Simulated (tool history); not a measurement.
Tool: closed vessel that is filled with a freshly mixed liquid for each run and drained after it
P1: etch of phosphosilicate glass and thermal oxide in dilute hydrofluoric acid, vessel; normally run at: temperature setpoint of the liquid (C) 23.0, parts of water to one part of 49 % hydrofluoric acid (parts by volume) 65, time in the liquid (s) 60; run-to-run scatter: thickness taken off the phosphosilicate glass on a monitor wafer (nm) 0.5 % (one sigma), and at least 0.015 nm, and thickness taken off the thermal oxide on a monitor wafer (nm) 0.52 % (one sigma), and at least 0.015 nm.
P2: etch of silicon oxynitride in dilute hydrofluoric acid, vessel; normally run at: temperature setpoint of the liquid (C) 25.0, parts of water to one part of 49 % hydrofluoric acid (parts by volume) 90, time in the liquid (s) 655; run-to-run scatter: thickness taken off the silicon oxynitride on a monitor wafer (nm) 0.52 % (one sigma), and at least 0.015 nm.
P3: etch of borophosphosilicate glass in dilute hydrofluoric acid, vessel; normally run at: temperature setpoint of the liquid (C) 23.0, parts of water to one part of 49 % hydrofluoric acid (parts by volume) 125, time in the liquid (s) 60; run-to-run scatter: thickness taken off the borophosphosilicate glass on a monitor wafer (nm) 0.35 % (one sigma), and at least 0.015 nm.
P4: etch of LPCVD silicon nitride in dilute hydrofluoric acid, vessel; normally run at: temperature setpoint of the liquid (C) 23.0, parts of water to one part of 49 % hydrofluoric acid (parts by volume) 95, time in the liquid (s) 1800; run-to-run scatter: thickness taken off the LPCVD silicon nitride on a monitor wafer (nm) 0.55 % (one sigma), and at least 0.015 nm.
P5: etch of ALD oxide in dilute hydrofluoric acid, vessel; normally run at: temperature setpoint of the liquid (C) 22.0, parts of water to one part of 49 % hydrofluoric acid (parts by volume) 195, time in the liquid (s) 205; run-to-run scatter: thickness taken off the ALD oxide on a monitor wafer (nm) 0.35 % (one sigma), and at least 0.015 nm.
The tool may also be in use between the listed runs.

run,hour,process that ran,temperature setpoint of the liquid (C),parts of water to one part of 49 % hydrofluoric acid (parts by volume),time in the liquid (s),hours since the thermometer was replaced,hours since the hydrofluoric acid flow meter was replaced,thickness taken off the phosphosilicate glass on a monitor wafer (nm),thickness taken off the thermal oxide on a monitor wafer (nm),thickness taken off the silicon oxynitride on a monitor wafer (nm),thickness taken off the ALD oxide on a monitor wafer (nm),thickness taken off the borophosphosilicate glass on a monitor wafer (nm),thickness taken off the LPCVD silicon nitride on a monitor wafer (nm)
1,2.7,P1,23.0,65,60,476.7,365.8,68.494,4.1943,,,,
2,5.9,P1,30.5,105,60,479.9,369.0,53.563,3.2622,,,,
3,10.2,P1,23.0,65,60,484.2,373.3,68.165,4.1800,,,,
4,15.0,P1,23.0,65,60,489.0,378.1,67.867,4.1693,,,,
5,19.0,P2,25.0,55,655,493.0,382.1,,,36.9780,,,
6,21.9,P5,22.0,115,205,495.9,385.0,,,,39.768,,
7,26.6,P1,17.5,65,60,500.6,389.7,53.723,3.3200,,,,
8,31.7,P2,32.5,90,655,505.7,394.8,,,30.8540,,,
9,36.1,P5,22.0,195,205,510.1,399.2,,,,21.450,,
10,38.7,P3,23.0,125,95,512.7,401.8,,,,,27.188,
11,43.4,P5,17.0,195,205,517.4,406.5,,,,17.780,,
12,47.8,P1,23.0,65,60,521.8,410.9,68.345,4.1735,,,,
13,50.2,P1,23.0,20,60,524.2,413.3,234.940,14.5070,,,,
14,53.0,P4,23.0,95,3375,527.0,416.1,,,,,,15.303
15,55.3,P4,23.0,95,1800,529.3,418.4,,,,,,8.167
16,58.9,P4,23.0,20,1800,532.9,422.0,,,,,,36.946
17,63.5,P3,17.0,125,60,537.5,426.6,,,,,13.416,
18,67.5,P1,27.5,65,60,541.5,430.6,81.277,5.0143,,,,
19,71.2,P1,23.0,65,30,545.2,434.3,33.952,2.1297,,,,
20,75.2,P1,23.0,95,60,549.2,438.3,44.856,2.7403,,,,
21,77.8,P3,23.0,125,60,551.8,440.9,,,,,17.009,
22,81.0,P2,25.0,90,655,555.0,444.1,,,21.7660,,,
23,84.2,P1,23.0,65,60,558.2,447.3,67.677,4.1623,,,,
24,87.0,P2,25.0,90,290,561.0,450.1,,,9.6941,,,
25,89.7,P3,23.0,30,60,563.7,452.8,,,,,80.229,
26,93.6,P1,23.0,65,60,567.6,456.7,67.797,4.1859,,,,

The next listed run, before its measurement:
27,98.7,P3,23.0,125,60,572.7,461.8,,,,,?,

{"run 27": {"thickness taken off the borophosphosilicate glass on a monitor wafer (nm)": 17.045}}
